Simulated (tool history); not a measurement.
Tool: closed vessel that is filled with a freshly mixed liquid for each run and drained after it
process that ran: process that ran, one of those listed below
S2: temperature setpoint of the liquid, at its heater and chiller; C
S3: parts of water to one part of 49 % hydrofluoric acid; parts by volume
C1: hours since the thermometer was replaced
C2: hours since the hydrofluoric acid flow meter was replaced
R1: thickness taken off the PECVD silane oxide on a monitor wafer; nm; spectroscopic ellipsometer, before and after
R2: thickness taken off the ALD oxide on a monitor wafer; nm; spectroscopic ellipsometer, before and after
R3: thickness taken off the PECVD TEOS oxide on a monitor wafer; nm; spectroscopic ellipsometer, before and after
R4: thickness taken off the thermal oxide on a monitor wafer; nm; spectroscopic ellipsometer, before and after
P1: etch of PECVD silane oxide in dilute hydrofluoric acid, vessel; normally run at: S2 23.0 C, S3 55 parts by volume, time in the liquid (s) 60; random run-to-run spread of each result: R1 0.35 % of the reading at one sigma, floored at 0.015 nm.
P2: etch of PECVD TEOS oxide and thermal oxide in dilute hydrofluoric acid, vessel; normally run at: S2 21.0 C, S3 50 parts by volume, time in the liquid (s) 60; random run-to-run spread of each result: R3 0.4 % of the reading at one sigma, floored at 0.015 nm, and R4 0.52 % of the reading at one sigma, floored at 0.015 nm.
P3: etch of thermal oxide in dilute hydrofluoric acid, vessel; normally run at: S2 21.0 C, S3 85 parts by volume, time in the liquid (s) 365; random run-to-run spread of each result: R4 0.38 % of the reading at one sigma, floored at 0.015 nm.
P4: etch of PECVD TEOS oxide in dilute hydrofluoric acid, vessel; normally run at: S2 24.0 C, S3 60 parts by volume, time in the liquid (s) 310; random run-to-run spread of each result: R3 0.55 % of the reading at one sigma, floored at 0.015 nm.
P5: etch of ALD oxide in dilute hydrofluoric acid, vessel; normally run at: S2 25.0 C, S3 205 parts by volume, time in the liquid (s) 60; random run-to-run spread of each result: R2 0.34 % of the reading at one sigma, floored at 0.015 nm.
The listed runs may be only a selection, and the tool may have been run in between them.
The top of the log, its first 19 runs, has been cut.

{"run": 20, "hour": 126.6, "process that ran": "P2", "S2": 21.0, "S3": 85, "time in the liquid (s)": 60, "C1": 410.7, "C2": 1249.5, "R3": 13.202, "R4": 3.0562}
{"run": 21, "hour": 135.0, "process that ran": "P1", "S2": 23.0, "S3": 55, "time in the liquid (s)": 30, "C1": 419.1, "C2": 1257.9, "R1": 20.355}
{"run": 22, "hour": 141.3, "process that ran": "P4", "S2": 24.0, "S3": 25, "time in the liquid (s)": 310, "C1": 425.4, "C2": 1264.2, "R3": 113.99}
{"run": 23, "hour": 148.9, "process that ran": "P4", "S2": 29.5, "S3": 60, "time in the liquid (s)": 310, "C1": 433.0, "C2": 1271.8, "R3": 56.632}
{"run": 24, "hour": 155.2, "process that ran": "P1", "S2": 17.0, "S3": 55, "time in the liquid (s)": 60, "C1": 439.3, "C2": 1278.1, "R1": 31.566}
{"run": 25, "hour": 161.7, "process that ran": "P5", "S2": 25.0, "S3": 355, "time in the liquid (s)": 60, "C1": 445.8, "C2": 1284.6, "R2": 4.3457}
{"run": 26, "hour": 168.8, "process that ran": "P3", "S2": 17.0, "S3": 85, "time in the liquid (s)": 365, "C1": 452.9, "C2": 1291.7, "R4": 15.298}
{"run": 27, "hour": 175.4, "process that ran": "P1", "S2": 23.0, "S3": 55, "time in the liquid (s)": 100, "C1": 459.5, "C2": 1298.3, "R1": 68.08}
{"run": 28, "hour": 183.7, "process that ran": "P4", "S2": 24.0, "S3": 60, "time in the liquid (s)": 310, "C1": 467.8, "C2": 1306.6, "R3": 45.184}
{"run": 29, "hour": 191.8, "process that ran": "P1", "S2": 23.0, "S3": 55, "time in the liquid (s)": 60, "C1": 475.9, "C2": 1314.7, "R1": 41.069}
{"run": 30, "hour": 196.6, "process that ran": "P1", "S2": 23.0, "S3": 55, "time in the liquid (s)": 60, "C1": 480.7, "C2": 1319.5, "R1": 42.001}

Expected results for the next run?
{"run": 31, "hour": 202.1, "process that ran": "P1", "S2": 23.0, "S3": 55, "time in the liquid (s)": 60, "C1": 486.2, "C2": 1325.0, "R1": "?"}

R1: 42.490 nm

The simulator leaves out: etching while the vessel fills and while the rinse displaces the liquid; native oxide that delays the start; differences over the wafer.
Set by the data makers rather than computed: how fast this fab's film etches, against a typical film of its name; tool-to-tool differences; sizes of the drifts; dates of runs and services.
